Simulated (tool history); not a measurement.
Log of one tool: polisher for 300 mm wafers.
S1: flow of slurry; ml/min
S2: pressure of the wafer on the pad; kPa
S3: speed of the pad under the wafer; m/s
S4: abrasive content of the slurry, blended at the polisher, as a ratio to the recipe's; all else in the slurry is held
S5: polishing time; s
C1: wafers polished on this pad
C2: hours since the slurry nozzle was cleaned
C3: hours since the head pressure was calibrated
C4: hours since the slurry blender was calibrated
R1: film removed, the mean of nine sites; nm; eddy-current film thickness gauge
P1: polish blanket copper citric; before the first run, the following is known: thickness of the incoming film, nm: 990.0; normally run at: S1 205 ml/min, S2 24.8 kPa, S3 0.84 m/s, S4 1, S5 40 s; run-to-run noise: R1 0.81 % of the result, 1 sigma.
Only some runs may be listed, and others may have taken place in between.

{"run": 1, "hour": 17.4, "S1": 205, "S2": 24.8, "S3": 0.84, "S4": 1, "S5": 40, "C1": 1120, "C2": 244.7, "C3": 265.9, "C4": 85.8, "R1": 99.074}
{"run": 2, "hour": 28.7, "S1": 205, "S2": 24.8, "S3": 0.84, "S4": 0.6, "S5": 40, "C1": 1289, "C2": 256, "C3": 277.2, "C4": 97.1, "R1": 88.212}
{"run": 3, "hour": 43.3, "S1": 125, "S2": 24.8, "S3": 0.84, "S4": 1, "S5": 40, "C1": 1507, "C2": 270.6, "C3": 291.8, "C4": 111.7, "R1": 91.686}
{"run": 4, "hour": 55.1, "S1": 205, "S2": 24.8, "S3": 0.84, "S4": 1, "S5": 29, "C1": 1683, "C2": 282.4, "C3": 303.6, "C4": 123.5, "R1": 72.042}
{"run": 5, "hour": 71.7, "S1": 205, "S2": 24.8, "S3": 0.84, "S4": 1, "S5": 40, "C1": 1931, "C2": 299, "C3": 320.2, "C4": 140.1, "R1": 98.899}
{"hour": 78.3, "done": "slurry nozzle cleaned"}
{"run": 6, "hour": 84.7, "S1": 205, "S2": 24.8, "S3": 1.3, "S4": 1, "S5": 40, "C1": 2125, "C2": 6.4, "C3": 333.2, "C4": 153.1, "R1": 151.95}
{"run": 7, "hour": 100.4, "S1": 205, "S2": 24.8, "S3": 0.84, "S4": 1, "S5": 40, "C1": 2360, "C2": 22.1, "C3": 348.9, "C4": 168.8, "R1": 99.417}
{"hour": 103.5, "done": "worn pad replaced by a new one"}
{"run": 8, "hour": 109.5, "S1": 205, "S2": 37.2, "S3": 0.56, "S4": 1, "S5": 40, "C1": 89, "C2": 31.2, "C3": 358, "C4": 177.9, "R1": 99.969}
{"run": 9, "hour": 123.2, "S1": 205, "S2": 14.5, "S3": 0.84, "S4": 1, "S5": 40, "C1": 294, "C2": 44.9, "C3": 371.7, "C4": 191.6, "R1": 58.76}
{"run": 10, "hour": 139.0, "S1": 205, "S2": 24.8, "S3": 0.84, "S4": 1, "S5": 40, "C1": 530, "C2": 60.7, "C3": 387.5, "C4": 207.4, "R1": 100.06}
{"run": 11, "hour": 157.9, "S1": 205, "S2": 24.8, "S3": 0.84, "S4": 1.3, "S5": 40, "C1": 813, "C2": 79.6, "C3": 406.4, "C4": 226.3, "R1": 105.59}
{"run": 12, "hour": 176.0, "S1": 205, "S2": 24.8, "S3": 0.84, "S4": 1, "S5": 52, "C1": 1083, "C2": 97.7, "C3": 424.5, "C4": 244.4, "R1": 131.42}
{"run": 13, "hour": 193.9, "S1": 205, "S2": 24.8, "S3": 0.84, "S4": 1, "S5": 40, "C1": 1350, "C2": 115.6, "C3": 442.4, "C4": 262.3, "R1": 99.334}
{"run": 14, "hour": 202.4, "S1": 205, "S2": 24.8, "S3": 0.52, "S4": 1, "S5": 40, "C1": 1477, "C2": 124.1, "C3": 450.9, "C4": 270.8, "R1": 62.494}
{"run": 15, "hour": 218.3, "S1": 280, "S2": 24.8, "S3": 0.84, "S4": 1, "S5": 40, "C1": 1715, "C2": 140, "C3": 466.8, "C4": 286.7, "R1": 102.77}
{"run": 16, "hour": 231.0, "S1": 205, "S2": 24.8, "S3": 0.84, "S4": 1, "S5": 40, "C1": 1905, "C2": 152.7, "C3": 479.5, "C4": 299.4, "R1": 99.582}
{"run": 17, "hour": 244.3, "S1": 205, "S2": 35.9, "S3": 0.84, "S4": 1, "S5": 40, "C1": 2103, "C2": 166, "C3": 492.8, "C4": 312.7, "R1": 145.04}
{"run": 18, "hour": 261.7, "S1": 205, "S2": 24.8, "S3": 0.84, "S4": 1, "S5": 40, "C1": 2363, "C2": 183.4, "C3": 510.2, "C4": 330.1, "R1": 100.78}
{"run": 19, "hour": 278.6, "S1": 205, "S2": 24.8, "S3": 0.84, "S4": 1, "S5": 40, "C1": 2616, "C2": 200.3, "C3": 527.1, "C4": 347, "R1": 95.249}
{"run": 20, "hour": 292.3, "S1": 205, "S2": 24.8, "S3": 0.84, "S4": 1, "S5": 40, "C1": 2820, "C2": 214, "C3": 540.8, "C4": 360.7, "R1": 94.142}
{"run": 21, "hour": 308.6, "S1": 205, "S2": 24.8, "S3": 0.84, "S4": 1, "S5": 40, "C1": 3064, "C2": 230.3, "C3": 557.1, "C4": 377, "R1": 93.667}
{"run": 22, "hour": 318.1, "S1": 205, "S2": 24.8, "S3": 0.84, "S4": 1, "S5": 40, "C1": 3206, "C2": 239.8, "C3": 566.6, "C4": 386.5, "R1": 91.768}
{"hour": 318.5, "done": "worn pad replaced by a new one"}
{"run": 23, "hour": 328.2, "S1": 205, "S2": 24.8, "S3": 0.84, "S4": 1, "S5": 40, "C1": 145, "C2": 249.9, "C3": 576.7, "C4": 396.6, "R1": 91.254}
{"hour": 330.1, "done": "slurry blender recalibrated"}
{"run": 24, "hour": 343.9, "S1": 205, "S2": 24.8, "S3": 0.84, "S4": 1, "S5": 40, "C1": 380, "C2": 265.6, "C3": 592.4, "C4": 13.9, "R1": 90.685}
{"run": 25, "hour": 353.1, "S1": 205, "S2": 24.8, "S3": 0.84, "S4": 1, "S5": 40, "C1": 517, "C2": 274.8, "C3": 601.6, "C4": 23.1, "R1": 90.473}

What P1 gives has crept off from where it sat before. The 2 causes that follow fit the log equally well, each at the size noted:
A: head's pressure below its setpoint, % = 8.1
B: slurry flow missing at the pad, % = 39.4
The drift started at roughly hour 261.7.
All other causes, with the reason each is excluded:
removal rate lost through wear of the pad, %: serviced after onset, at hour 318.5, with no recovery of the prior output
abrasive missing from the slurry, %: serviced after onset, at hour 330.1, with no recovery of the prior output

4 check runs are offered, each on 2 wafers whose results are averaged, their results left as question marks. Which one tells the causes apart?
{"run": "check 1", "hour": 362.3, "S1": 205, "S2": 17.2, "S3": 0.84, "S4": 1, "S5": 40, "R1": "?"}
{"run": "check 2", "hour": 362.3, "S1": 125, "S2": 24.8, "S3": 0.84, "S4": 1.15, "S5": 40, "R1": "?"}
{"run": "check 3", "hour": 362.3, "S1": 205, "S2": 32.4, "S3": 0.84, "S4": 1, "S5": 40, "R1": "?"}
{"run": "check 4", "hour": 362.3, "S1": 205, "S2": 24.8, "S3": 0.84, "S4": 0.8, "S5": 40, "R1": "?"}

Check results expected under each cause:
check=check_1 result=R1 if_A=64.391 if_B=64.329
check=check_2 result=R1 if_A=87.122 if_B=83.166
check=check_3 result=R1 if_A=118.96 if_B=119.01
check=check_4 result=R1 if_A=87.454 if_B=87.447
Minimum pairwise separation of causes per check, each pair taken at its best-separating result: check 1 0.1 %; check 2 4.65 %; check 3 0.04 %; check 4 0.01 %
Only in check 2 would the causes give clearly different results; in the remaining checks their results would be nearly the same.

Check 2 has now been run. It gave: R1 87.213 nm. Which of the candidate causes is it?

The correct cause is A, namely: head's pressure below its setpoint, %.
